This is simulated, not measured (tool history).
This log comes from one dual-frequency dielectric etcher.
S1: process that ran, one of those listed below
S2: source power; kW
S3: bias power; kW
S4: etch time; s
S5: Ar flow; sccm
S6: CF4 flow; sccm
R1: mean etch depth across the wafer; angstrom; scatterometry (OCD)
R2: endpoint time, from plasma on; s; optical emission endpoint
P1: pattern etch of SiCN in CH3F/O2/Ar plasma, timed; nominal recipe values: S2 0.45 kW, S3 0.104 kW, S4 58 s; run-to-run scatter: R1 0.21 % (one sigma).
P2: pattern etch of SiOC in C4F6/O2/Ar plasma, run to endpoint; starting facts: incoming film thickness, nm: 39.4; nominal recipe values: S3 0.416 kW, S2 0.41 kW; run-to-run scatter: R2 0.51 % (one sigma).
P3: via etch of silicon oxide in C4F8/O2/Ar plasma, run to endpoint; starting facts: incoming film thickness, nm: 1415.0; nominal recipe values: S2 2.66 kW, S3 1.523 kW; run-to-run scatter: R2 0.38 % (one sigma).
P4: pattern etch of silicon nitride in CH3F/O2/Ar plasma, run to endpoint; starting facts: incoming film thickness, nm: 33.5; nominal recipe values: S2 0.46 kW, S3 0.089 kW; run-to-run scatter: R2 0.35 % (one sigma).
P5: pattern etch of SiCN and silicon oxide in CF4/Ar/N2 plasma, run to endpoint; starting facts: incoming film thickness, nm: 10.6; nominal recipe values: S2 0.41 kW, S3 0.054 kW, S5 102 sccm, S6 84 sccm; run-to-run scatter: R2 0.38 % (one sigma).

run	hour	S1	S2	S3	S4	S5	S6	R1	R2
1	7.8	P1	0.45	0.104	58			264.75	
2	15.5	P5	0.41	0.076		102	84		12.52
3	21.6	P2	0.41	0.416					13.787
4	27.2	P1	0.54	0.104	58			282.98	
5	34.8	P5	0.41	0.054		81	84		13.483
6	40.9	P5	0.56	0.054		102	84		10.487
7	47.4	P1	0.45	0.147	58			302.62	
8	54.8	P2	0.41	0.248					16.525
9	58.3	P1	0.45	0.104	83.5			378.92	
10	62.7	P4	0.46	0.124					37.328
11	68.3	P5	0.41	0.054		102	84		13.911
12	74.4	P1	0.31	0.125	58			247.75	
13	81.3	P1	0.45	0.062	58			219.51	
14	86.7	P1	0.53	0.104	32			154.66	
15	92	P4	0.26	0.089					52.222
16	96.6	P1	0.45	0.104	58			264.4	
17	102	P1	0.28	0.104	58			222.09	
18	106.8	P4	0.46	0.089					42.032
19	114.6	P1	0.45	0.104	32			146.08	
20	119.9	P3	2.66	2.135					243.94
21	124.3	P2	0.25	0.416					16.627
22	129.9	P1	0.45	0.104	58			263.82	
23	133.7	P3	2.66	1.523					266.71
24	139.3	P3	2.66	1.523					266.53
# hour 141.4: wet clean of the chamber
25	145.4	P5	0.41	0.054		102	51		15.089
26	152.9	P1	0.45	0.104	58			264.06	
27	156.5	P3	2.09	1.523					294.08
28	161.2	P5	0.41	0.054		102	84		13.955
29	168.6	P1	0.45	0.104	58			264.84	
30	176.4	P1	0.45	0.104	58			263.96	
31	184.2	P1	0.45	0.104	58			261.98	
32	188	P1	0.45	0.104	58			261.11	
33	195.1	P1	0.45	0.104	58			260.9	
# hour 197.1: wet clean of the chamber
34	202.6	P1	0.45	0.104	58			259.86	
35	210.2	P1	0.45	0.104	58			260.93	
36	216.4	P1	0.45	0.104	58			259.4	

The output of P1 has drifted from where it used to be. Each of the 2 causes below, taken at the size shown beside it, accounts for the log equally well:
A: source power that arrives under what is set, % = 4.62
B: bias power that arrives under what is set, % = 4.54
At approximately hour 176.4, the process output began to creep.
Excluded causes, each with its reason:
chamber walls in a state that lowers the etch rate, %: serviced at hour 197.1, after the change had begun; the process did not return to its earlier output

The 4 check runs listed below each average the results of 2 wafers, and their outcomes are marked with question marks. Under which run would the listed causes produce clearly different results?
check 1	222.6	P5	0.41	0.054		102	52		?
check 2	222.6	P3	2.66	1.851					?
check 3	222.6	P4	0.27	0.089					?
check 4	222.6	P2	0.26	0.416					?

Predicted outcomes, by check and by cause:
check	result	if A	if B
check 1	R2	15.707	15.3
check 2	R2	258.2	256.55
check 3	R2	52.265	52.238
check 4	R2	16.73	16.725
Separation of the two closest causes in each check, using whichever result separates them best: check 1 2.62 %; check 2 0.64 %; check 3 0.05 %; check 4 0.03 %
Check 1 is the one run that separates the causes; every other check would come out nearly the same whichever cause is at work.

Check 1 was then run and gave: R2 15.71 s. Which cause is it?

It is A: source power that arrives under what is set, %.
